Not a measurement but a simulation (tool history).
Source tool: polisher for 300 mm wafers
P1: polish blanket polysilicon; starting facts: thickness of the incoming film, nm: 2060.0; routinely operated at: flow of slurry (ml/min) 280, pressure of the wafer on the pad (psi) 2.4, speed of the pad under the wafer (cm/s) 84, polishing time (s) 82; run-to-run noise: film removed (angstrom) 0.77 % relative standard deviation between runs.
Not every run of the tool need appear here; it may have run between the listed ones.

run,hour,flow of slurry (ml/min),pressure of the wafer on the pad (psi),speed of the pad under the wafer (cm/s),polishing time (s),wafers polished on this pad,hours since the slurry nozzle was cleaned,hours since the head pressure was calibrated,film removed (angstrom)
1,13.6,280,2.4,84,82,387,126.2,140.8,4969.5
2,21.4,280,1.1,84,82,484,134,148.6,2224
3,32.3,280,2.4,84,82,619,144.9,159.5,4975.8
4,45,280,2.4,84,117,777,157.6,172.2,7159.5
5,53.9,280,2.4,84,37,888,166.5,181.1,2246.8
6,62.4,280,2.4,84,82,993,175,189.6,4955.4
7,74.4,280,2.4,84,82,1142,187,201.6,4890.7
8,84,190,2.4,84,82,1262,196.6,211.2,4719.8
9,91.1,395,2.4,84,82,1350,203.7,218.3,5124.7
10,104.4,280,2.4,84,82,1515,217,231.6,4884.1
11,114.5,280,3.3,44,82,1641,227.1,241.7,3581.3
12,125.2,280,2.4,38,82,1774,237.8,252.4,2244.2
13,134.7,280,3.6,84,82,1892,247.3,261.9,7416.6
14,144.3,280,2.4,128,82,2011,256.9,271.5,7658.6
15,158.4,280,2.4,84,82,2186,271,285.6,4922.2
16,171.6,280,2.4,84,82,2350,284.2,298.8,4831.1
17,180.2,280,2.4,84,82,2457,292.8,307.4,4753.2
# hour 184.7: head pressure recalibrated
18,189.1,280,2.4,84,82,2568,301.7,4.4,4694.5
19,201.5,280,2.4,84,82,2722,314.1,16.8,4719.4
20,214.3,280,2.4,84,82,2881,326.9,29.6,4651.3
21,227.7,280,2.4,84,82,3048,340.3,43,4668.1

The log shows P1 creeping away from where it was. Any of the 2 causes listed here, at the size stated for it, fits the log just as well as the others:
A: removal rate lost through wear of the pad, % = 5.98
B: slurry flow missing at the pad, % = 39.2
Onset of the creep was near hour 158.4.
Every other cause this tool's parts could produce, and why it does not fit the log:
head's pressure below its setpoint, %: serviced after onset, at hour 184.7, with no recovery of the prior output

Below are 4 check runs, each averaged over 5 wafers, with their results shown as question marks. Which of them would give clearly different results depending on which cause is behind the drift?
check 1,241.1,195,2.4,84,82,,,,?
check 2,241.1,280,2.4,66,82,,,,?
check 3,241.1,280,2.4,48,82,,,,?
check 4,241.1,280,2.4,114,113,,,,?

Check results expected under each cause:
check,result,if A,if B
check 1,film removed (angstrom),4463.4,4354.8
check 2,film removed (angstrom),3656.7,3657
check 3,film removed (angstrom),2659.4,2659.6
check 4,film removed (angstrom),8703.8,8704.6
How far apart the two closest causes lie, in the result that separates them most: check 1 2.46 %; check 2 0.01 %; check 3 0.01 %; check 4 0.01 %
The causes can be told apart only by check 1. The other checks would give nearly the same results under each of them.

With check 1 done, the readings were: film removed (angstrom) 4483.6. Identify which of the listed causes applies.

It was cause A: removal rate lost through wear of the pad, %.
